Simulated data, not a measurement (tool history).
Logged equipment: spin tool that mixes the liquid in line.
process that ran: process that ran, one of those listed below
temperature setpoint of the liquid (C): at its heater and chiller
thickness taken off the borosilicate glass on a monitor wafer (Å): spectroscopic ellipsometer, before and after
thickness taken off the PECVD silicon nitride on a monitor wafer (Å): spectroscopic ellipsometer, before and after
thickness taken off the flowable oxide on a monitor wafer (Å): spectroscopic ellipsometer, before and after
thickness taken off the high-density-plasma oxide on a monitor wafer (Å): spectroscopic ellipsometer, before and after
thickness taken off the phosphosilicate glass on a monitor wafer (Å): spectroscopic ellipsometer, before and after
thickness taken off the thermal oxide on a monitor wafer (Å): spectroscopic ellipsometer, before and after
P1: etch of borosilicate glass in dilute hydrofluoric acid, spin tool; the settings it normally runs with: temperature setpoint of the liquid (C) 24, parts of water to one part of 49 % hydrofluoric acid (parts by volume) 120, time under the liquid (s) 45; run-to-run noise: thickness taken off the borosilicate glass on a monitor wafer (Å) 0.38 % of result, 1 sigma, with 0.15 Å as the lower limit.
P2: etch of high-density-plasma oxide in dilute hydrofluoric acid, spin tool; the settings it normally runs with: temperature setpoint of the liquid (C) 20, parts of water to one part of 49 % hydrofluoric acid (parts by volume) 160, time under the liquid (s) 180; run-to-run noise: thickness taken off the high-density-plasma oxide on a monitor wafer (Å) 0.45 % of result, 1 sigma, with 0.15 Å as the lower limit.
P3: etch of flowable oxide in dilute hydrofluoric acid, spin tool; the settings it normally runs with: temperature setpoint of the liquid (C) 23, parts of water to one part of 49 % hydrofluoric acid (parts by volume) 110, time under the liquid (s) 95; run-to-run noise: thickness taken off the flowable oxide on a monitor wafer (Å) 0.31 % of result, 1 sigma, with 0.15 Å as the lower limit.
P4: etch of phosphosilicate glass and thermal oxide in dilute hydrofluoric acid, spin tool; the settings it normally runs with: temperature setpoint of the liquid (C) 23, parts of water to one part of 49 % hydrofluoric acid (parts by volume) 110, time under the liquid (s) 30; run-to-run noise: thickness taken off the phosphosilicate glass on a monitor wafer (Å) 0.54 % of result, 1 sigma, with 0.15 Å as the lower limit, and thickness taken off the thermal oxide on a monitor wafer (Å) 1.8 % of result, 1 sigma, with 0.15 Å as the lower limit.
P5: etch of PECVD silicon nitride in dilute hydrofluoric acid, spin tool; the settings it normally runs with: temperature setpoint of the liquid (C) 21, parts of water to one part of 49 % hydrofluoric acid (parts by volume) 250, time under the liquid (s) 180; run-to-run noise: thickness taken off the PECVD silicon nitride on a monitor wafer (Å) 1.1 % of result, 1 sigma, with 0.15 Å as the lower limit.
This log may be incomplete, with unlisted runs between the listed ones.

run,hour,process that ran,temperature setpoint of the liquid (C),parts of water to one part of 49 % hydrofluoric acid (parts by volume),time under the liquid (s),thickness taken off the borosilicate glass on a monitor wafer (Å),thickness taken off the PECVD silicon nitride on a monitor wafer (Å),thickness taken off the flowable oxide on a monitor wafer (Å),thickness taken off the high-density-plasma oxide on a monitor wafer (Å),thickness taken off the phosphosilicate glass on a monitor wafer (Å),thickness taken off the thermal oxide on a monitor wafer (Å)
1,12.7,P1,24,120,45,127.49,,,,,
2,21.8,P5,21,45,180,,94.871,,,,
3,30.2,P1,24,120,75,211.53,,,,,
4,40.7,P1,24,120,15,42.153,,,,,
5,51.8,P1,24,45,45,374.05,,,,,
6,60.6,P3,23,110,45,,,169.52,,,
7,68.3,P1,24,120,45,127.72,,,,,
8,75.6,P2,20,285,180,,,,24.153,,
9,83.3,P1,24,120,45,127.63,,,,,
10,90.3,P2,20,160,305,,,,82.067,,
11,98,P3,23,110,95,,,358.93,,,
12,111.9,P1,31.5,120,45,168.26,,,,,
13,126.3,P2,20,160,180,,,,48.095,,
14,136.4,P3,23,160,95,,,233.65,,,
15,147.2,P4,23,110,15,,,,,203.16,6.2661
# hour 151.3: hydrofluoric acid flow meter replaced
16,156,P5,21,250,280,,28.842,,,,
17,169,P1,24,120,45,126.36,,,,,
18,176.5,P4,28.5,110,30,,,,,503.92,16.03
19,189.2,P3,28.5,110,95,,,445.55,,,
20,202,P5,21,250,180,,18.072,,,,
21,212.8,P1,17,120,45,95.257,,,,,
22,224.2,P1,30,75,45,273.98,,,,,
23,231.5,P4,23,160,30,,,,,265.87,8.0577
24,238.2,P4,23,110,30,,,,,403.47,12.614
25,249.6,P5,17,250,180,,13.985,,,,
26,258.6,P1,24,215,45,63.795,,,,,
27,267.7,P2,17,160,180,,,,42.942,,
28,279.6,P1,24,120,45,127.31,,,,,
29,288.4,P1,24,120,45,127.87,,,,,
30,297.9,P1,24,120,45,126.64,,,,,
31,308.4,P1,24,120,45,124.99,,,,,
32,319.7,P1,24,120,45,122.63,,,,,
33,327.1,P1,24,120,45,121.97,,,,,
34,339.5,P1,24,120,45,120.33,,,,,
35,352.4,P1,24,120,45,120.79,,,,,
36,362.8,P1,24,120,45,120.43,,,,,
37,373.1,P1,24,120,45,120.25,,,,,
38,387.2,P1,24,120,45,119.8,,,,,

Something has made what P1 gives creep away from where it was; the 2 causes below, each at its own stated size, fit the log equally well:
A: hydrofluoric acid flow below the setpoint (%) = 5.14
B: liquid colder than its thermometer reads (K) = 1.54
The creep began at about hour 297.9.

Which of the check runs below tells the causes apart, meaning the causes would give it clearly different results? Each run uses 5 wafers whose results are averaged, and each result is shown as a question mark.
check 1,401.3,P4,23,110,30,,,,,?,?
check 2,401.3,P3,23,110,95,,,?,,,
check 3,401.3,P5,21,250,180,,?,,,,
check 4,401.3,P2,20,160,180,,,,?,,

What each check would give under each cause:
check,result,if A,if B
check 1,thickness taken off the phosphosilicate glass on a monitor wafer (Å),383.52,382.83
check 1,thickness taken off the thermal oxide on a monitor wafer (Å),11.939,11.917
check 2,thickness taken off the flowable oxide on a monitor wafer (Å),337.43,336.83
check 3,thickness taken off the PECVD silicon nitride on a monitor wafer (Å),17.064,16.268
check 4,thickness taken off the high-density-plasma oxide on a monitor wafer (Å),45.498,45.509
How far apart the two closest causes lie, in the result that separates them most: check 1 0.18 %; check 2 0.18 %; check 3 4.78 %; check 4 0.02 %
The other checks would show nearly matching results whichever cause is true, so check 3 is the only one that separates the causes.

Running check 3 produced the following: thickness taken off the PECVD silicon nitride on a monitor wafer (Å) 17.242. Which one of the listed causes fits?

A is the cause: hydrofluoric acid flow below the setpoint (%).
